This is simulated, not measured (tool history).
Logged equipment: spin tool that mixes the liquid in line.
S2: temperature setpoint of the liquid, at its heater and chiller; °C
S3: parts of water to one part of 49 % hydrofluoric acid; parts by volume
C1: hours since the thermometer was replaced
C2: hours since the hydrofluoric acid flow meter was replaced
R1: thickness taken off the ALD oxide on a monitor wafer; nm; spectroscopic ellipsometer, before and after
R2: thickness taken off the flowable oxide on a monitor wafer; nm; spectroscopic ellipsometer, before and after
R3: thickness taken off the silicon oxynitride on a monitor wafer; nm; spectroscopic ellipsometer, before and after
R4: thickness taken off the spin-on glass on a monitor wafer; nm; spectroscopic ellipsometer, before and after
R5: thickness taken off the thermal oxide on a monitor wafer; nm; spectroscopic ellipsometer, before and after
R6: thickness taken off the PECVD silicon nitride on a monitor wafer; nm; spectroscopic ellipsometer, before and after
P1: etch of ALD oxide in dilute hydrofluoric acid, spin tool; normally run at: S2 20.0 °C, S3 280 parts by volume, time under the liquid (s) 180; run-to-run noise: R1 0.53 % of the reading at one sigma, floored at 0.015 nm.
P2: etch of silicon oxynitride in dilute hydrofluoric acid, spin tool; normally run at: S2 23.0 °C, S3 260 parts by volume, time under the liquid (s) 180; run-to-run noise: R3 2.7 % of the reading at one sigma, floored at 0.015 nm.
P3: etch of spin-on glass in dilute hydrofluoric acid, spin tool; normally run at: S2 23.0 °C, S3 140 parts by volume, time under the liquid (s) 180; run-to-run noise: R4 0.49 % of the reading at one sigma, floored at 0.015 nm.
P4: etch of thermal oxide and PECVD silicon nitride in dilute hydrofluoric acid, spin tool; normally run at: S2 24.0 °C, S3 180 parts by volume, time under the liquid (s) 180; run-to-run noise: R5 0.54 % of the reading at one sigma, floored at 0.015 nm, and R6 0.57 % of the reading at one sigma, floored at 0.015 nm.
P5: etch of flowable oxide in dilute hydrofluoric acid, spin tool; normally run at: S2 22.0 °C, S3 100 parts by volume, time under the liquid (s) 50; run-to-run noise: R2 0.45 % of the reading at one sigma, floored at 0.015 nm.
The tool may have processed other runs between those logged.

Run 1, hour 7.4: process that ran P1, S2 20.0 °C, S3 280 parts by volume, time under the liquid (s) 180; C1 471.6; C2 1328.6. Result: R1 12.6000 nm.
Run 2, hour 14.4: process that ran P5, S2 22.0 °C, S3 100 parts by volume, time under the liquid (s) 50; C1 478.6; C2 1335.6. Result: R2 13.577 nm.
Run 3, hour 19.3: process that ran P1, S2 20.0 °C, S3 280 parts by volume, time under the liquid (s) 15; C1 483.5; C2 1340.5. Result: R1 1.0524 nm.
Run 4, hour 24.0: process that ran P1, S2 20.0 °C, S3 280 parts by volume, time under the liquid (s) 180; C1 488.2; C2 1345.2. Result: R1 12.6380 nm.
Run 5, hour 27.6: process that ran P5, S2 30.5 °C, S3 100 parts by volume, time under the liquid (s) 50; C1 491.8; C2 1348.8. Result: R2 18.718 nm.
Run 6, hour 31.0: process that ran P2, S2 23.0 °C, S3 260 parts by volume, time under the liquid (s) 180; C1 495.2; C2 1352.2. Result: R3 0.83619 nm.
Run 7, hour 37.9: process that ran P3, S2 23.0 °C, S3 75 parts by volume, time under the liquid (s) 180; C1 502.1; C2 1359.1. Result: R4 115.770 nm.
Run 8, hour 41.7: process that ran P1, S2 20.0 °C, S3 180 parts by volume, time under the liquid (s) 180; C1 505.9; C2 1362.9. Result: R1 21.4570 nm.
Run 9, hour 45.6: process that ran P3, S2 31.5 °C, S3 140 parts by volume, time under the liquid (s) 180; C1 509.8; C2 1366.8. Result: R4 79.570 nm.
Run 10, hour 52.0: process that ran P4, S2 17.5 °C, S3 180 parts by volume, time under the liquid (s) 180; C1 516.2; C2 1373.2. Result: R5 3.4711 nm, R6 2.6522 nm.
At hour 52.9: thermometer replaced.
Run 11, hour 59.0: process that ran P2, S2 23.0 °C, S3 260 parts by volume, time under the liquid (s) 180; C1 6.2; C2 1380.2. Result: R3 0.85163 nm.
Run 12, hour 63.0: process that ran P2, S2 23.0 °C, S3 455 parts by volume, time under the liquid (s) 180; C1 10.2; C2 1384.2. Result: R3 0.41896 nm.
Run 13, hour 66.7: process that ran P4, S2 24.0 °C, S3 180 parts by volume, time under the liquid (s) 45; C1 13.9; C2 1387.9. Result: R5 1.1385 nm, R6 1.0259 nm.
Run 14, hour 73.9: process that ran P3, S2 23.0 °C, S3 140 parts by volume, time under the liquid (s) 180; C1 21.1; C2 1395.1. Result: R4 58.242 nm.
Run 15, hour 79.9: process that ran P1, S2 20.0 °C, S3 440 parts by volume, time under the liquid (s) 295; C1 27.1; C2 1401.1. Result: R1 11.6290 nm.
Run 16, hour 84.6: process that ran P1, S2 20.0 °C, S3 280 parts by volume, time under the liquid (s) 180; C1 31.8; C2 1405.8. Result: R1 12.6090 nm.
Run 17, hour 91.0: process that ran P4, S2 24.0 °C, S3 180 parts by volume, time under the liquid (s) 180; C1 38.2; C2 1412.2. Result: R5 4.4697 nm, R6 4.0656 nm.
Run 18, hour 94.7: process that ran P5, S2 22.0 °C, S3 35 parts by volume, time under the liquid (s) 50; C1 41.9; C2 1415.9. Result: R2 41.605 nm.
Run 19, hour 99.7: process that ran P3, S2 23.0 °C, S3 140 parts by volume, time under the liquid (s) 180; C1 46.9; C2 1420.9. Result: R4 57.556 nm.
Run 20, hour 103.6: process that ran P1, S2 20.0 °C, S3 410 parts by volume, time under the liquid (s) 180; C1 50.8; C2 1424.8. Result: R1 7.7425 nm.
Run 21, hour 109.2: process that ran P1, S2 27.5 °C, S3 280 parts by volume, time under the liquid (s) 180; C1 56.4; C2 1430.4. Result: R1 16.4040 nm.
Run 22, hour 113.5: process that ran P3, S2 23.0 °C, S3 140 parts by volume, time under the liquid (s) 365; C1 60.7; C2 1434.7. Result: R4 117.450 nm.

Forecast run 23:
Run 23, hour 118.0: process that ran P5, S2 22.0 °C, S3 100 parts by volume, time under the liquid (s) 100; C1 65.2; C2 1439.2. Result: R2 ?.

{"run 23": {"R2": 27.088}}
